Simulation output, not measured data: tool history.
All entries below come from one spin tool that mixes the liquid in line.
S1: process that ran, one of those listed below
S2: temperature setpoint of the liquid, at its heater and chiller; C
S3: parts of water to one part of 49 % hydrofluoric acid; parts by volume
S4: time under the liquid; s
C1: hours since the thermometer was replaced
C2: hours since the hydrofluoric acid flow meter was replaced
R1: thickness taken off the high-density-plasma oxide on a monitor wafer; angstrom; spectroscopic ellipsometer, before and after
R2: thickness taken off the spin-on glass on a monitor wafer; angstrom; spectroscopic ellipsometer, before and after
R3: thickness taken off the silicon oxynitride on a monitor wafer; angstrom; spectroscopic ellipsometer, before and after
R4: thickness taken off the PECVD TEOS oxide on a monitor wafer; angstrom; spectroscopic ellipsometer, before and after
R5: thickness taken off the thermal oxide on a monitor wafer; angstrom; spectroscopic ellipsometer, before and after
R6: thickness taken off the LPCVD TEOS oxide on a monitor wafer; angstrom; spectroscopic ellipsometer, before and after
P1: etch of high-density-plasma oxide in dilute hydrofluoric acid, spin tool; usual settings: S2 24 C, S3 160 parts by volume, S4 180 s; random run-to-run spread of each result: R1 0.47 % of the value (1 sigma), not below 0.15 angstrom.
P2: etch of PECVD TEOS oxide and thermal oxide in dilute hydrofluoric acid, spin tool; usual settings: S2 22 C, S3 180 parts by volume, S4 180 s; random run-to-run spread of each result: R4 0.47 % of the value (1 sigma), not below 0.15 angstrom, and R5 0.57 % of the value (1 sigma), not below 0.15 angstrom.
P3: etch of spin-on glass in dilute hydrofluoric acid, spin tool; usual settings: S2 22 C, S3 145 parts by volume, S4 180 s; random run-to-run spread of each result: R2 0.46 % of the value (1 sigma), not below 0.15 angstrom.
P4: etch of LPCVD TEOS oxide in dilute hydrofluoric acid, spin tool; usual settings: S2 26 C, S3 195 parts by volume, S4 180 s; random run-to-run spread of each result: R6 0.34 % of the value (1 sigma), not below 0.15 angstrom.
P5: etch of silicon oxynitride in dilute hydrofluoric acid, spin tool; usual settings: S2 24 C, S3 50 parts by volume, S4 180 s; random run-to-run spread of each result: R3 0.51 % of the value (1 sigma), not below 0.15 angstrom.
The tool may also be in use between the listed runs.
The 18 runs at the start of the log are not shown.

{"run": 19, "hour": 67.0, "S1": "P3", "S2": 17, "S3": 145, "S4": 180, "C1": 398.1, "C2": 407.3, "R2": 237.95}
{"run": 20, "hour": 72.1, "S1": "P1", "S2": 24, "S3": 245, "S4": 180, "C1": 403.2, "C2": 412.4, "R1": 68.347}
{"run": 21, "hour": 76.0, "S1": "P4", "S2": 31, "S3": 195, "S4": 180, "C1": 407.1, "C2": 416.3, "R6": 243.02}
{"run": 22, "hour": 80.9, "S1": "P1", "S2": 24, "S3": 160, "S4": 180, "C1": 412, "C2": 421.2, "R1": 115.39}
{"run": 23, "hour": 83.9, "S1": "P1", "S2": 24, "S3": 160, "S4": 180, "C1": 415, "C2": 424.2, "R1": 115.61}
{"run": 24, "hour": 88.4, "S1": "P5", "S2": 24, "S3": 75, "S4": 180, "C1": 419.5, "C2": 428.7, "R3": 60.536}
{"run": 25, "hour": 92.3, "S1": "P1", "S2": 18.5, "S3": 160, "S4": 180, "C1": 423.4, "C2": 432.6, "R1": 93.299}
{"run": 26, "hour": 95.3, "S1": "P1", "S2": 18.5, "S3": 245, "S4": 180, "C1": 426.4, "C2": 435.6, "R1": 56.538}
{"run": 27, "hour": 99.1, "S1": "P5", "S2": 24, "S3": 50, "S4": 95, "C1": 430.2, "C2": 439.4, "R3": 49.573}
{"run": 28, "hour": 103.7, "S1": "P4", "S2": 26, "S3": 300, "S4": 180, "C1": 434.8, "C2": 444, "R6": 117.89}
{"run": 29, "hour": 107.1, "S1": "P4", "S2": 26, "S3": 195, "S4": 180, "C1": 438.2, "C2": 447.4, "R6": 203.16}
{"run": 30, "hour": 111.5, "S1": "P2", "S2": 22, "S3": 180, "S4": 180, "C1": 442.6, "C2": 451.8, "R4": 118.89, "R5": 41.449}
{"run": 31, "hour": 114.7, "S1": "P4", "S2": 26, "S3": 195, "S4": 325, "C1": 445.8, "C2": 455, "R6": 364.44}
{"run": 32, "hour": 118.7, "S1": "P1", "S2": 24, "S3": 160, "S4": 180, "C1": 449.8, "C2": 459, "R1": 114.59}
{"run": 33, "hour": 122.2, "S1": "P1", "S2": 24, "S3": 160, "S4": 180, "C1": 453.3, "C2": 462.5, "R1": 115.62}
{"run": 34, "hour": 125.9, "S1": "P1", "S2": 24, "S3": 160, "S4": 180, "C1": 457, "C2": 466.2, "R1": 119.88}
{"run": 35, "hour": 130.5, "S1": "P1", "S2": 24, "S3": 160, "S4": 180, "C1": 461.6, "C2": 470.8, "R1": 120.2}
{"run": 36, "hour": 135.8, "S1": "P1", "S2": 24, "S3": 160, "S4": 180, "C1": 466.9, "C2": 476.1, "R1": 123.81}

Run 37 is up next; what results do you expect?
{"run": 37, "hour": 139.1, "S1": "P1", "S2": 24, "S3": 160, "S4": 180, "C1": 470.2, "C2": 479.4, "R1": "?"}

R1: 123.52 angstrom
